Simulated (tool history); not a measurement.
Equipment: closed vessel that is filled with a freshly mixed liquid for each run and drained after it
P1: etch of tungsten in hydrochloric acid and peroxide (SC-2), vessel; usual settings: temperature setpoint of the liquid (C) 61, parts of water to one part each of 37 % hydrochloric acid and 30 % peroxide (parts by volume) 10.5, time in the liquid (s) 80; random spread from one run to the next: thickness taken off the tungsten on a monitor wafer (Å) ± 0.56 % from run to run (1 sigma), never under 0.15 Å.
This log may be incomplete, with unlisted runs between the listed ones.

run	day	temperature setpoint of the liquid (C)	parts of water to one part each of 37 % hydrochloric acid and 30 % peroxide (parts by volume)	time in the liquid (s)	hours since the thermometer was replaced	hours since the chemicals flow meter was replaced	hours since the drum of peroxide was connected	thickness taken off the tungsten on a monitor wafer (Å)
1	0.475	61	10.5	80	147	305.7	420.4	273.78
2	0.896	72	10.5	80	157.1	315.8	430.5	533.14
3	1.292	50	10.5	80	166.6	325.3	440	134.39
4	1.508	61	17	80	171.8	330.5	445.2	180.78
5	1.85	61	10.5	80	180	338.7	453.4	275.7
6	2.138	46.5	10.5	130	186.9	345.6	460.3	173.28
7	2.617	61	10.5	30	198.4	357.1	471.8	104.09
8	2.875	61	10.5	80	204.6	363.3	478	274.27
9	3.312	61	10.5	80	215.1	373.8	488.5	275.23
10	3.771	61	10.5	80	226.1	384.8	499.5	274.93
11	4.071	61	10.5	80	233.3	392	506.7	272.67
12	4.3	61	6.5	40	238.8	397.5	512.2	200.88
13	4.721	61	4	80	248.9	407.6	522.3	569.79
14	5.042	61	10.5	150	256.6	415.3	530	514.96
15	5.392	61	10.5	80	265	423.7	538.4	275.67
16	5.808	61	10.5	80	275	433.7	548.4	287.23
17	6.054	61	10.5	80	280.9	439.6	554.3	287.21
18	6.538	61	10.5	80	292.5	451.2	565.9	294.83
19	6.912	61	10.5	80	301.5	460.2	574.9	293.22

For run 20, what comes out?
20	7.379	61	10.5	80	312.7	471.4	586.1	?

{"run 20": {"thickness taken off the tungsten on a monitor wafer (Å)": 296.18}}
